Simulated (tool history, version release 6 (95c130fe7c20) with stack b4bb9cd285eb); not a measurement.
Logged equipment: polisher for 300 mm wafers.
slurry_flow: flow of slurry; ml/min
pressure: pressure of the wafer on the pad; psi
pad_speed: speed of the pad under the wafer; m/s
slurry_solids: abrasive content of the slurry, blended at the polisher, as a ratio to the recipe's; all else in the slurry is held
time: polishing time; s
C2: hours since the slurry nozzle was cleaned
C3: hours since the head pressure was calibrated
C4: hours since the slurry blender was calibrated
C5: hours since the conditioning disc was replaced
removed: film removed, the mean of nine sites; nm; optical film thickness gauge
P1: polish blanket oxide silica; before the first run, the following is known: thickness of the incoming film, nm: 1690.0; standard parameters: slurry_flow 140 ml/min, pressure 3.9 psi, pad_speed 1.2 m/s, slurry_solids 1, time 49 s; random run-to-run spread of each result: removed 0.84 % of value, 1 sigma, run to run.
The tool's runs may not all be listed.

{"run": 1, "day": 0.55, "slurry_flow": 140, "pressure": 3.9, "pad_speed": 1.2, "slurry_solids": 1, "time": 49, "wafers polished on this pad": 500, "C2": 94.1, "C3": 497.6, "C4": 65.1, "C5": 67.7, "removed": 137.49}
{"run": 2, "day": 1.112, "slurry_flow": 140, "pressure": 3.9, "pad_speed": 1.2, "slurry_solids": 1, "time": 49, "wafers polished on this pad": 595, "C2": 107.6, "C3": 511.1, "C4": 78.6, "C5": 81.2, "removed": 139.24}
{"run": 3, "day": 1.483, "slurry_flow": 140, "pressure": 2, "pad_speed": 1.2, "slurry_solids": 1, "time": 49, "wafers polished on this pad": 657, "C2": 116.5, "C3": 520, "C4": 87.5, "C5": 90.1, "removed": 70.53}
{"run": 4, "day": 1.983, "slurry_flow": 100, "pressure": 5.3, "pad_speed": 1.2, "slurry_solids": 1, "time": 49, "wafers polished on this pad": 741, "C2": 128.5, "C3": 532, "C4": 99.5, "C5": 102.1, "removed": 173.35}
{"run": 5, "day": 2.596, "slurry_flow": 140, "pressure": 3.9, "pad_speed": 1.2, "slurry_solids": 1, "time": 49, "wafers polished on this pad": 845, "C2": 143.2, "C3": 546.7, "C4": 114.2, "C5": 116.8, "removed": 136.97}
{"run": 6, "day": 3.029, "slurry_flow": 140, "pressure": 3.9, "pad_speed": 0.74, "slurry_solids": 1, "time": 49, "wafers polished on this pad": 918, "C2": 153.6, "C3": 557.1, "C4": 124.6, "C5": 127.2, "removed": 94.226}
{"day": 3.504, "done": "slurry blender recalibrated"}
{"run": 7, "day": 3.525, "slurry_flow": 140, "pressure": 3.9, "pad_speed": 1.2, "slurry_solids": 1, "time": 71, "wafers polished on this pad": 1001, "C2": 165.5, "C3": 569, "C4": 0.6, "C5": 139.1, "removed": 199.36}
{"run": 8, "day": 3.858, "slurry_flow": 205, "pressure": 3.9, "pad_speed": 1.2, "slurry_solids": 1, "time": 49, "wafers polished on this pad": 1057, "C2": 173.5, "C3": 577, "C4": 8.6, "C5": 147.1, "removed": 146.37}
{"run": 9, "day": 4.429, "slurry_flow": 140, "pressure": 3.9, "pad_speed": 1.2, "slurry_solids": 1, "time": 22, "wafers polished on this pad": 1153, "C2": 187.2, "C3": 590.7, "C4": 22.3, "C5": 160.8, "removed": 61.805}
{"run": 10, "day": 4.867, "slurry_flow": 95, "pressure": 3.9, "pad_speed": 1.2, "slurry_solids": 1, "time": 49, "wafers polished on this pad": 1227, "C2": 197.7, "C3": 601.2, "C4": 32.8, "C5": 171.3, "removed": 126.21}
{"run": 11, "day": 5.4, "slurry_flow": 140, "pressure": 3.9, "pad_speed": 1.88, "slurry_solids": 1, "time": 49, "wafers polished on this pad": 1317, "C2": 210.5, "C3": 614, "C4": 45.6, "C5": 184.1, "removed": 196.43}
{"run": 12, "day": 5.717, "slurry_flow": 140, "pressure": 3.9, "pad_speed": 1.2, "slurry_solids": 1.5, "time": 49, "wafers polished on this pad": 1370, "C2": 218.1, "C3": 621.6, "C4": 53.2, "C5": 191.7, "removed": 159.75}
{"run": 13, "day": 6.125, "slurry_flow": 140, "pressure": 3.9, "pad_speed": 1.2, "slurry_solids": 1, "time": 49, "wafers polished on this pad": 1439, "C2": 227.9, "C3": 631.4, "C4": 63, "C5": 201.5, "removed": 137.59}
{"run": 14, "day": 6.671, "slurry_flow": 140, "pressure": 3.9, "pad_speed": 1.2, "slurry_solids": 1, "time": 49, "wafers polished on this pad": 1531, "C2": 241, "C3": 644.5, "C4": 76.1, "C5": 214.6, "removed": 138.34}
{"run": 15, "day": 7.262, "slurry_flow": 140, "pressure": 3.9, "pad_speed": 1.2, "slurry_solids": 0.55, "time": 49, "wafers polished on this pad": 1631, "C2": 255.2, "C3": 658.7, "C4": 90.3, "C5": 228.8, "removed": 101.03}
{"run": 16, "day": 7.7, "slurry_flow": 140, "pressure": 5.5, "pad_speed": 1.2, "slurry_solids": 1, "time": 49, "wafers polished on this pad": 1705, "C2": 265.7, "C3": 669.2, "C4": 100.8, "C5": 239.3, "removed": 196.99}
{"run": 17, "day": 8.279, "slurry_flow": 140, "pressure": 3.9, "pad_speed": 1.2, "slurry_solids": 1, "time": 49, "wafers polished on this pad": 1802, "C2": 279.6, "C3": 683.1, "C4": 114.7, "C5": 253.2, "removed": 139.86}
{"run": 18, "day": 8.788, "slurry_flow": 140, "pressure": 3.9, "pad_speed": 1.2, "slurry_solids": 1, "time": 49, "wafers polished on this pad": 1888, "C2": 291.8, "C3": 695.3, "C4": 126.9, "C5": 265.4, "removed": 130}
{"run": 19, "day": 9.104, "slurry_flow": 140, "pressure": 3.9, "pad_speed": 1.2, "slurry_solids": 1, "time": 49, "wafers polished on this pad": 1941, "C2": 299.4, "C3": 702.9, "C4": 134.5, "C5": 273, "removed": 126.09}
{"run": 20, "day": 9.717, "slurry_flow": 140, "pressure": 3.9, "pad_speed": 1.2, "slurry_solids": 1, "time": 49, "wafers polished on this pad": 2045, "C2": 314.1, "C3": 717.6, "C4": 149.2, "C5": 287.7, "removed": 122.47}
{"day": 9.8, "done": "head pressure recalibrated"}
{"day": 9.921, "done": "slurry nozzle cleaned"}
{"run": 21, "day": 10.088, "slurry_flow": 140, "pressure": 3.9, "pad_speed": 1.2, "slurry_solids": 1, "time": 49, "wafers polished on this pad": 2107, "C2": 4, "C3": 6.9, "C4": 158.1, "C5": 296.6, "removed": 121.33}
{"run": 22, "day": 10.508, "slurry_flow": 140, "pressure": 3.9, "pad_speed": 1.2, "slurry_solids": 1, "time": 49, "wafers polished on this pad": 2178, "C2": 14.1, "C3": 17, "C4": 168.2, "C5": 306.7, "removed": 121.24}

Expected results for the next run?
{"day": 10.596, "done": "conditioning disc replaced and pad reconditioned"}
{"run": 23, "day": 10.771, "slurry_flow": 140, "pressure": 3.9, "pad_speed": 1.2, "slurry_solids": 1, "time": 49, "wafers polished on this pad": 2222, "C2": 20.4, "C3": 23.3, "C4": 174.5, "C5": 4.3, "removed": "?"}

Run 23 measured removed 122.4 nm.

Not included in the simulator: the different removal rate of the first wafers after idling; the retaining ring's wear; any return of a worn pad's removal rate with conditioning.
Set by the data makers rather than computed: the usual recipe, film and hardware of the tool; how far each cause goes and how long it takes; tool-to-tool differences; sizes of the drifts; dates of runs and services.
